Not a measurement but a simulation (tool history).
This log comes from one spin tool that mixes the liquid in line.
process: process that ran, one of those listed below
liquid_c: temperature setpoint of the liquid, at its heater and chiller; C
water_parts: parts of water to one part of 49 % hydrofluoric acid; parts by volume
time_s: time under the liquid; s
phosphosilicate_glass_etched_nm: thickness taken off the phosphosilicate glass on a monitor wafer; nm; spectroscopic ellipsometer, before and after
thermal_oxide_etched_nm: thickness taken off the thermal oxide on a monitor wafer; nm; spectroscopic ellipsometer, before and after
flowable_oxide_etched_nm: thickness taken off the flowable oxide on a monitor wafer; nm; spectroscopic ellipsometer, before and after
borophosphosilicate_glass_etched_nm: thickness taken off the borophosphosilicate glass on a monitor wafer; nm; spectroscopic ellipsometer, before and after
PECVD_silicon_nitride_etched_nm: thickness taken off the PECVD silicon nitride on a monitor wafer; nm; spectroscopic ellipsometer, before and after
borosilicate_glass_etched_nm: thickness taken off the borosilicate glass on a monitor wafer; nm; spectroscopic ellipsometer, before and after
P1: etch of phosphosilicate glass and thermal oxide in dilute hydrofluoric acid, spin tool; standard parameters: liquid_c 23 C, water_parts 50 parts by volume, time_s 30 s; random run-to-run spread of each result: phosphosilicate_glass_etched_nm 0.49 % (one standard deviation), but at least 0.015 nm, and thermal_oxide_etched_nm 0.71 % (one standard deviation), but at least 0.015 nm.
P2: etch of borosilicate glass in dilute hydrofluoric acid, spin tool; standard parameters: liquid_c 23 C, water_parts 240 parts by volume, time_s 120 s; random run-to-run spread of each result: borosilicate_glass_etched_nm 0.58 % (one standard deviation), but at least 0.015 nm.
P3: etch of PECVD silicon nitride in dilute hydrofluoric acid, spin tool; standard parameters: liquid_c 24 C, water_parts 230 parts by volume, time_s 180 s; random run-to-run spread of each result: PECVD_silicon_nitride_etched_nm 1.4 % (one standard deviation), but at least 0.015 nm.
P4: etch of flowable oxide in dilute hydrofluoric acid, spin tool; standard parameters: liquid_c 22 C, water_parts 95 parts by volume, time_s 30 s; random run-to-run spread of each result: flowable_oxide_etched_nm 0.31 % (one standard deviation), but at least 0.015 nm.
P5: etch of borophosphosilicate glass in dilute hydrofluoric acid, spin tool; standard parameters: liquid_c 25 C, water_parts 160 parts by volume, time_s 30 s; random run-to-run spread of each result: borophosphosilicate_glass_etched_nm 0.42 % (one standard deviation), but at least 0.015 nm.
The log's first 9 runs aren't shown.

run,hour,process,liquid_c,water_parts,time_s,phosphosilicate_glass_etched_nm,thermal_oxide_etched_nm,flowable_oxide_etched_nm,borophosphosilicate_glass_etched_nm,PECVD_silicon_nitride_etched_nm,borosilicate_glass_etched_nm
10,33.8,P3,24,230,180,,,,,1.9429,
11,37.9,P1,23,25,30,100.93,6.1578,,,,
12,41.1,P2,23,240,55,,,,,,6.192
13,46.1,P1,23,50,30,48.748,2.9919,,,,
# hour 49.3: thermometer replaced
14,49.5,P1,23,50,30,48.839,2.9819,,,,
15,53.7,P2,23,75,120,,,,,,51.726
16,57,P3,24,230,335,,,,,3.5787,
17,60.4,P2,17,240,120,,,,,,10.77
18,64.8,P3,24,40,180,,,,,10.859,
19,68.9,P5,25,160,30,,,,10.44,,
20,71.2,P5,25,160,30,,,,10.364,,
21,74.8,P2,23,240,120,,,,,,13.268
22,77.1,P1,23,50,30,48.602,2.9932,,,,
23,79.9,P4,22,95,30,,,9.9454,,,
24,82.3,P4,17,95,30,,,8.0571,,,
25,84.5,P1,28.5,50,30,61.206,3.7232,,,,
26,88.3,P1,30.5,50,60,131.54,7.9694,,,,
27,91.3,P1,23,90,30,25.872,1.5687,,,,
28,95.4,P4,22,95,50,,,16.53,,,
29,99.1,P5,25,160,55,,,,19.116,,

The next listed run, before its measurement:
30,104,P1,23,50,30,?,?,,,,

phosphosilicate_glass_etched_nm: 48.6 nm
thermal_oxide_etched_nm: 2.9789 nm
